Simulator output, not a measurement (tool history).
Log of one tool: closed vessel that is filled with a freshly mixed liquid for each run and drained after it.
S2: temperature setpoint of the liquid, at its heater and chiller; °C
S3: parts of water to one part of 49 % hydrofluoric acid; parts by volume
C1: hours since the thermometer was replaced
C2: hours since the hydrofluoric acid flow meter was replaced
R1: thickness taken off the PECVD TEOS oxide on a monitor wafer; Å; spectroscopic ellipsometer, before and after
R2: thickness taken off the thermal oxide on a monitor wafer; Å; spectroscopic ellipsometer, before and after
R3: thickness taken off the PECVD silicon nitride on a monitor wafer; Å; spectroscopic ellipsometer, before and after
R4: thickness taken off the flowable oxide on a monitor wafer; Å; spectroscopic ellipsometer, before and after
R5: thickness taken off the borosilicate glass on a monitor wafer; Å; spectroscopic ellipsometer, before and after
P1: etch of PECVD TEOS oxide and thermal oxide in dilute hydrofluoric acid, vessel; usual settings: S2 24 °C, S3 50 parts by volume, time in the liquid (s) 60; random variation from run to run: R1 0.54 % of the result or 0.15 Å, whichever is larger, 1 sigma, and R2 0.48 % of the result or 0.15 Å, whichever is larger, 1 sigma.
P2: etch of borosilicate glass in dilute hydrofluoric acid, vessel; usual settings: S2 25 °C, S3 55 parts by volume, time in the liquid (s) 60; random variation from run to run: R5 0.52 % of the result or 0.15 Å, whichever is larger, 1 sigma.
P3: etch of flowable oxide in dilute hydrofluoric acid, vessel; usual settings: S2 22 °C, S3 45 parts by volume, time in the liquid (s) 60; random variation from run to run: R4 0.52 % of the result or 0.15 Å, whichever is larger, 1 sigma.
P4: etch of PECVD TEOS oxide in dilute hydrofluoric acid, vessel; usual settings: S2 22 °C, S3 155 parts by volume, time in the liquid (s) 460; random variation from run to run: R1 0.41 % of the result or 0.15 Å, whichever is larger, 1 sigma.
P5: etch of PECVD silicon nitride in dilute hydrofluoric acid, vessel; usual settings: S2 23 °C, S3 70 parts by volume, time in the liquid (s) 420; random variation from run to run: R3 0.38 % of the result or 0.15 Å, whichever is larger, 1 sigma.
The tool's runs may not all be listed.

run 1 hour=7.3 | process_that_ran=P1 S2=24 S3=50 time_in_the_liquid_(s)=60 | C1=268.8 C2=676 | R1=152.6 R2=61.291
run 2 hour=11.5 | process_that_ran=P1 S2=24 S3=25 time_in_the_liquid_(s)=60 | C1=273 C2=680.2 | R1=315.82 R2=127.16
run 3 hour=19.9 | process_that_ran=P1 S2=24 S3=50 time_in_the_liquid_(s)=30 | C1=281.4 C2=688.6 | R1=76.146 R2=30.468
run 4 hour=29.1 | process_that_ran=P4 S2=22 S3=155 time_in_the_liquid_(s)=755 | C1=290.6 C2=697.8 | R1=972.05
run 5 hour=35.5 | process_that_ran=P1 S2=29 S3=50 time_in_the_liquid_(s)=60 | C1=297 C2=704.2 | R1=187.15 R2=75.225
run 6 hour=40 | process_that_ran=P4 S2=22 S3=155 time_in_the_liquid_(s)=460 | C1=301.5 C2=708.7 | R1=592.89
run 7 hour=47.8 | process_that_ran=P1 S2=24 S3=70 time_in_the_liquid_(s)=60 | C1=309.3 C2=716.5 | R1=106.47 R2=43.172
run 8 hour=56.2 | process_that_ran=P5 S2=30 S3=70 time_in_the_liquid_(s)=420 | C1=317.7 C2=724.9 | R3=469.14
run 9 hour=61.9 | process_that_ran=P3 S2=28 S3=45 time_in_the_liquid_(s)=60 | C1=323.4 C2=730.6 | R4=368.81
run 10 hour=68.2 | process_that_ran=P1 S2=24 S3=70 time_in_the_liquid_(s)=105 | C1=329.7 C2=736.9 | R1=183.72 R2=75.168
run 11 hour=75.4 | process_that_ran=P5 S2=23 S3=70 time_in_the_liquid_(s)=420 | C1=336.9 C2=744.1 | R3=297.76
run 12 hour=83 | process_that_ran=P5 S2=23 S3=70 time_in_the_liquid_(s)=420 | C1=344.5 C2=751.7 | R3=298.25
run 13 hour=89.4 | process_that_ran=P2 S2=29.5 S3=55 time_in_the_liquid_(s)=60 | C1=350.9 C2=758.1 | R5=769.73
run 14 hour=96.6 | process_that_ran=P1 S2=24 S3=50 time_in_the_liquid_(s)=60 | C1=358.1 C2=765.3 | R1=153.85 R2=60.911
run 15 hour=101.9 | process_that_ran=P1 S2=24 S3=50 time_in_the_liquid_(s)=60 | C1=363.4 C2=770.6 | R1=152.86 R2=61.536
run 16 hour=109.7 | process_that_ran=P4 S2=26.5 S3=155 time_in_the_liquid_(s)=460 | C1=371.2 C2=778.4 | R1=700.34
run 17 hour=114.6 | process_that_ran=P5 S2=23 S3=100 time_in_the_liquid_(s)=420 | C1=376.1 C2=783.3 | R3=208.97
run 18 hour=120.1 | process_that_ran=P1 S2=24 S3=50 time_in_the_liquid_(s)=60 | C1=381.6 C2=788.8 | R1=154.15 R2=62.036
run 19 hour=125.8 | process_that_ran=P2 S2=25 S3=90 time_in_the_liquid_(s)=60 | C1=387.3 C2=794.5 | R5=376.36
run 20 hour=134.5 | process_that_ran=P3 S2=22 S3=45 time_in_the_liquid_(s)=30 | C1=396 C2=803.2 | R4=143.21
run 21 hour=142 | process_that_ran=P1 S2=24 S3=50 time_in_the_liquid_(s)=110 | C1=403.5 C2=810.7 | R1=281.6 R2=112.12
run 22 hour=150.2 | process_that_ran=P2 S2=25 S3=55 time_in_the_liquid_(s)=95 | C1=411.7 C2=818.9 | R5=1017.8
run 23 hour=154.5 | process_that_ran=P3 S2=22 S3=45 time_in_the_liquid_(s)=60 | C1=416 C2=823.2 | R4=288.54
run 24 hour=160.4 | process_that_ran=P2 S2=25 S3=55 time_in_the_liquid_(s)=60 | C1=421.9 C2=829.1 | R5=647.06
run 25 hour=169.7 | process_that_ran=P4 S2=22 S3=75 time_in_the_liquid_(s)=460 | C1=431.2 C2=838.4 | R1=1345.1
run 26 hour=174.7 | process_that_ran=P1 S2=24 S3=50 time_in_the_liquid_(s)=60 | C1=436.2 C2=843.4 | R1=151.75 R2=60.442
run 27 hour=183 | process_that_ran=P1 S2=17 S3=50 time_in_the_liquid_(s)=60 | C1=444.5 C2=851.7 | R1=113.45 R2=45.387
run 28 hour=190.6 | process_that_ran=P3 S2=22 S3=20 time_in_the_liquid_(s)=60 | C1=452.1 C2=859.3 | R4=670.36
run 29 hour=195.7 | process_that_ran=P1 S2=24 S3=50 time_in_the_liquid_(s)=60 | C1=457.2 C2=864.4 | R1=151.93 R2=61.334
run 30 hour=204.5 | process_that_ran=P1 S2=24 S3=50 time_in_the_liquid_(s)=60 | C1=466 C2=873.2 | R1=154.03 R2=61.464
run 31 hour=212.5 | process_that_ran=P4 S2=22 S3=155 time_in_the_liquid_(s)=460 | C1=474 C2=881.2 | R1=594.7
run 32 hour=219.9 | process_that_ran=P5 S2=23 S3=70 time_in_the_liquid_(s)=235 | C1=481.4 C2=888.6 | R3=166.34
run 33 hour=225.7 | process_that_ran=P1 S2=24 S3=50 time_in_the_liquid_(s)=60 | C1=487.2 C2=894.4 | R1=152.74 R2=61.213
run 34 hour=232.2 | process_that_ran=P1 S2=24 S3=50 time_in_the_liquid_(s)=60 | C1=493.7 C2=900.9 | R1=149.86 R2=59.81
run 35 hour=240.9 | process_that_ran=P1 S2=24 S3=50 time_in_the_liquid_(s)=60 | C1=502.4 C2=909.6 | R1=146.22 R2=58.603
run 36 hour=246.5 | process_that_ran=P1 S2=24 S3=50 time_in_the_liquid_(s)=60 | C1=508 C2=915.2 | R1=146.61 R2=57.889
run 37 hour=253.9 | process_that_ran=P1 S2=24 S3=50 time_in_the_liquid_(s)=60 | C1=515.4 C2=922.6 | R1=144.39 R2=57.796
run 38 hour=258.9 | process_that_ran=P1 S2=24 S3=50 time_in_the_liquid_(s)=60 | C1=520.4 C2=927.6 | R1=144.24 R2=57.212
run 39 hour=267 | process_that_ran=P1 S2=24 S3=50 time_in_the_liquid_(s)=60 | C1=528.5 C2=935.7 | R1=144.01 R2=56.953
run 40 hour=274.7 | process_that_ran=P1 S2=24 S3=50 time_in_the_liquid_(s)=60 | C1=536.2 C2=943.4 | R1=143.62 R2=56.73
run 41 hour=283.2 | process_that_ran=P1 S2=24 S3=50 time_in_the_liquid_(s)=60 | C1=544.7 C2=951.9 | R1=143.38 R2=56.964

What P1 gives has crept away from where it was. These 2 causes fit the log equally well, each at the size given:
A: liquid colder than its thermometer reads (K) = 1.65
B: hydrofluoric acid flow below the setpoint (%) = 6.18
The creep began at about hour 225.7.

4 check runs are offered, one wafer each, their results left as question marks. Which one tells the causes apart?
run check 1 hour=291.7 | process_that_ran=P3 S2=22 S3=45 time_in_the_liquid_(s)=60 | R4=?
run check 2 hour=291.7 | process_that_ran=P4 S2=22 S3=155 time_in_the_liquid_(s)=460 | R1=?
run check 3 hour=291.7 | process_that_ran=P2 S2=25 S3=55 time_in_the_liquid_(s)=60 | R5=?
run check 4 hour=291.7 | process_that_ran=P5 S2=23 S3=70 time_in_the_liquid_(s)=420 | R3=?

What each check would give under each cause:
check=check_1 result=R4 if_A=269.02 if_B=269.62
check=check_2 result=R1 if_A=554.88 if_B=549.31
check=check_3 result=R5 if_A=602.69 if_B=602.04
check=check_4 result=R3 if_A=265.62 if_B=279.01
How far apart the two closest causes lie, in the result that separates them most: check 1 0.22 %; check 2 1.01 %; check 3 0.11 %; check 4 4.92 %
Only check 4 tells the causes apart: in the others they would give nearly the same result.

Then check 4 was run and gave: R3 277.46 Å. Which cause is it?

It is B: hydrofluoric acid flow below the setpoint (%).
